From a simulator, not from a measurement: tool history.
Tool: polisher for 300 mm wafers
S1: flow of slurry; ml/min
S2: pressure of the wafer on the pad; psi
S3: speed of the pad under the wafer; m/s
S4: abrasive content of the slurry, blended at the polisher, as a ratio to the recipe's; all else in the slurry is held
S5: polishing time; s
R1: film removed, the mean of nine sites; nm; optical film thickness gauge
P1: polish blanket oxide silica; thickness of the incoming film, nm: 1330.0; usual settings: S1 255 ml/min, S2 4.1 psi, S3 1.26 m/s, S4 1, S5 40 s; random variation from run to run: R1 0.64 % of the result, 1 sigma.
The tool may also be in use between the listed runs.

run 1 hour=7.5 | S1=255 S2=4.1 S3=1.26 S4=1 S5=40 | R1=148.22
run 2 hour=17 | S1=400 S2=4.1 S3=1.26 S4=1 S5=40 | R1=152.53
run 3 hour=26.4 | S1=255 S2=6.2 S3=1.26 S4=1 S5=40 | R1=219.49
run 4 hour=33.3 | S1=255 S2=4.1 S3=1.26 S4=1 S5=40 | R1=147.88
run 5 hour=44.3 | S1=255 S2=4.1 S3=1.26 S4=1 S5=20 | R1=73.352
run 6 hour=55 | S1=255 S2=4.1 S3=1.26 S4=1 S5=40 | R1=147.4
run 7 hour=62.2 | S1=255 S2=4.1 S3=1.26 S4=1 S5=40 | R1=146.6
run 8 hour=71.8 | S1=155 S2=4.1 S3=1.26 S4=1 S5=40 | R1=137.66
run 9 hour=81.6 | S1=255 S2=2 S3=1.26 S4=1 S5=40 | R1=71.674
run 10 hour=90.6 | S1=255 S2=4.1 S3=1.26 S4=1 S5=63 | R1=231.01
run 11 hour=100.8 | S1=345 S2=5.3 S3=1.26 S4=1 S5=40 | R1=199.18
run 12 hour=106.7 | S1=255 S2=4.1 S3=1.74 S4=1 S5=26 | R1=124.25
run 13 hour=112.6 | S1=255 S2=4.1 S3=1.26 S4=1.3 S5=40 | R1=163.5
run 14 hour=121 | S1=255 S2=4.1 S3=1.26 S4=1 S5=40 | R1=146.02
run 15 hour=128.4 | S1=255 S2=4.1 S3=1.26 S4=0.65 S5=40 | R1=119.34
-- hour=136.2 slurry blender recalibrated
run 16 hour=137.5 | S1=255 S2=4.1 S3=1.26 S4=1 S5=40 | R1=146.55
run 17 hour=149.7 | S1=255 S2=4.1 S3=1.84 S4=1 S5=40 | R1=198.64
run 18 hour=158.2 | S1=255 S2=4.1 S3=1.26 S4=1 S5=40 | R1=148.15
run 19 hour=165.4 | S1=255 S2=4.1 S3=0.6 S4=1 S5=40 | R1=80.377
run 20 hour=171.8 | S1=255 S2=4.1 S3=1.26 S4=1 S5=40 | R1=148.34
run 21 hour=178 | S1=255 S2=4.1 S3=1.26 S4=1 S5=40 | R1=143.96
run 22 hour=185.2 | S1=255 S2=4.1 S3=1.26 S4=1 S5=40 | R1=137.96
run 23 hour=194.1 | S1=255 S2=4.1 S3=1.26 S4=1 S5=40 | R1=137.41
run 24 hour=206.6 | S1=255 S2=4.1 S3=1.26 S4=1 S5=40 | R1=135.08
-- hour=207.4 worn pad replaced by a new one
-- hour=210.9 slurry nozzle cleaned
-- hour=213.6 conditioning disc replaced and pad reconditioned
run 25 hour=215.4 | S1=255 S2=4.1 S3=1.26 S4=1 S5=40 | R1=133.18
run 26 hour=222.7 | S1=255 S2=4.1 S3=1.26 S4=1 S5=40 | R1=131.26
run 27 hour=234 | S1=255 S2=4.1 S3=1.26 S4=1 S5=40 | R1=132.64
run 28 hour=246.7 | S1=255 S2=4.1 S3=1.26 S4=1 S5=40 | R1=132.13

What P1 gives has crept away from where it was. These 2 causes fit the log equally well, each at the size given:
A: head's pressure below its setpoint, % = 10.5
B: abrasive missing from the slurry, % = 20.5
The creep began at about hour 171.8.
Why every other cause is out:
removal rate lost through wear of the pad, %: serviced at hour 207.4, which brought nothing back
slurry flow missing at the pad, %: serviced at hour 210.9, which brought nothing back
time polished since the conditioner stopped cutting, s: serviced at hour 213.6, which brought nothing back

4 check runs are offered, each on 5 wafers whose results are averaged, their results left as question marks. Which one tells the causes apart?
run check 1 hour=259.4 | S1=345 S2=4.1 S3=1.26 S4=1 S5=58 | R1=?
run check 2 hour=259.4 | S1=175 S2=4.1 S3=1.26 S4=0.65 S5=40 | R1=?
run check 3 hour=259.4 | S1=160 S2=4.1 S3=1.8 S4=1 S5=40 | R1=?
run check 4 hour=259.4 | S1=255 S2=2 S3=0.72 S4=1 S5=40 | R1=?

What each check would give under each cause:
check=check_1 result=R1 if_A=196.45 if_B=196.47
check=check_2 result=R1 if_A=100.99 if_B=98.562
check=check_3 result=R1 if_A=164.9 if_B=164.92
check=check_4 result=R1 if_A=41.093 if_B=41.097
How far apart the two closest causes lie, in the result that separates them most: check 1 0.01 %; check 2 2.44 %; check 3 0.01 %; check 4 0.01 %
Check 2 tells the causes apart: in the others they would give nearly the same result.

Check 2 was then run and gave: R1 98.23 nm. Which cause is it?

It is B: abrasive missing from the slurry, %.

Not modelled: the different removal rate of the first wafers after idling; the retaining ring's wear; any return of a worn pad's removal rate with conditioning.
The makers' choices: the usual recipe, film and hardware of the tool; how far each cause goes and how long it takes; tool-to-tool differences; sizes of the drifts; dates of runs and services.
